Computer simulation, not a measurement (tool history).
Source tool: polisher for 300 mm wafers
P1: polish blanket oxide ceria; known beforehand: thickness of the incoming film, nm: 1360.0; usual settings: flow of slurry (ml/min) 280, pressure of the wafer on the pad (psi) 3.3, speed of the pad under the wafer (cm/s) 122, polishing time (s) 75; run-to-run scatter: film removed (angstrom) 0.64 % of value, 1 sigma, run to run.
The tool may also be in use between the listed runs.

run,hour,flow of slurry (ml/min),pressure of the wafer on the pad (psi),speed of the pad under the wafer (cm/s),polishing time (s),wafers polished on this pad,hours since the slurry nozzle was cleaned,hours since the head pressure was calibrated,film removed (angstrom)
1,4.2,280,3.3,122,75,265,111.8,446.0,4787.6
2,6.9,280,3.3,122,111,297,114.5,448.7,7026.6
# hour 7.8: slurry nozzle cleaned
3,10.2,280,2.0,122,75,335,2.5,452.0,2880.0
4,13.8,280,3.3,122,75,378,6.1,455.6,4692.2
5,16.6,280,3.3,68,75,411,8.9,458.4,2642.7
6,19.8,280,3.3,122,75,449,12.1,461.6,4797.2
7,22.4,280,3.3,122,75,479,14.7,464.2,4802.2
8,26.8,280,5.1,122,75,531,19.1,468.6,7332.5
9,29.5,205,3.3,94,75,563,21.8,471.3,3508.3
10,33.8,170,3.3,122,75,613,26.1,475.6,4512.9
11,36.2,280,3.3,122,34,642,28.5,478.0,2163.5
12,38.3,405,3.3,122,75,666,30.6,480.1,4870.8
13,41.9,280,3.3,122,75,709,34.2,483.7,4737.8
14,46.2,280,3.3,122,75,759,38.5,488.0,4802.0
15,50.6,280,3.3,70,55,811,42.9,492.4,1999.3
16,54.5,280,3.3,156,75,857,46.8,496.3,6124.1
# hour 55.0: head pressure recalibrated
17,58.9,280,3.3,122,75,909,51.2,3.9,4715.4
18,61.7,280,3.3,122,75,942,54.0,6.7,4714.4
19,64.0,280,3.3,122,75,969,56.3,9.0,4740.0
20,68.1,280,3.3,122,75,1017,60.4,13.1,4678.2
# hour 69.4: worn pad replaced by a new one
21,72.0,280,3.3,122,75,30,64.3,17.0,4611.3
22,74.3,280,3.3,122,75,57,66.6,19.3,4547.1
23,76.3,280,3.3,122,75,81,68.6,21.3,4633.6
24,80.4,280,3.3,122,75,129,72.7,25.4,4605.9

P1 has crept away from where it was. The log is fitted equally well by each of these 2 causes, at the sizes shown:
A: head's pressure below its setpoint, % = 3.9
B: slurry flow missing at the pad, % = 29.6
The drift started at roughly hour 61.7.
Each remaining cause and why it is not a fit:
removal rate lost through wear of the pad, %: maintenance at hour 69.4, after the shift began, did not return the process to its former output

Which of the check runs below tells the causes apart, meaning the causes would give it clearly different results? Each run uses 5 wafers whose results are averaged, and each result is shown as a question mark.
check 1,84.5,280,2.2,122,75,,,,?
check 2,84.5,280,3.3,156,107,,,,?
check 3,84.5,170,4.7,122,75,,,,?
check 4,84.5,280,4.1,122,75,,,,?

Check results expected under each cause:
check,result,if A,if B
check 1,film removed (angstrom),3058.0,3058.1
check 2,film removed (angstrom),8368.0,8368.0
check 3,film removed (angstrom),6146.9,6003.5
check 4,film removed (angstrom),5699.1,5699.1
Minimum pairwise separation of causes per check, each pair taken at its best-separating result: check 1 0 %; check 2 0 %; check 3 2.36 %; check 4 0 %
The other checks would show nearly matching results whichever cause is true, so check 3 is the only one that separates the causes.

Check 3 was carried out, with these results: film removed (angstrom) 5979.8. Which of the listed causes is responsible?

The correct cause is B, namely: slurry flow missing at the pad, %.

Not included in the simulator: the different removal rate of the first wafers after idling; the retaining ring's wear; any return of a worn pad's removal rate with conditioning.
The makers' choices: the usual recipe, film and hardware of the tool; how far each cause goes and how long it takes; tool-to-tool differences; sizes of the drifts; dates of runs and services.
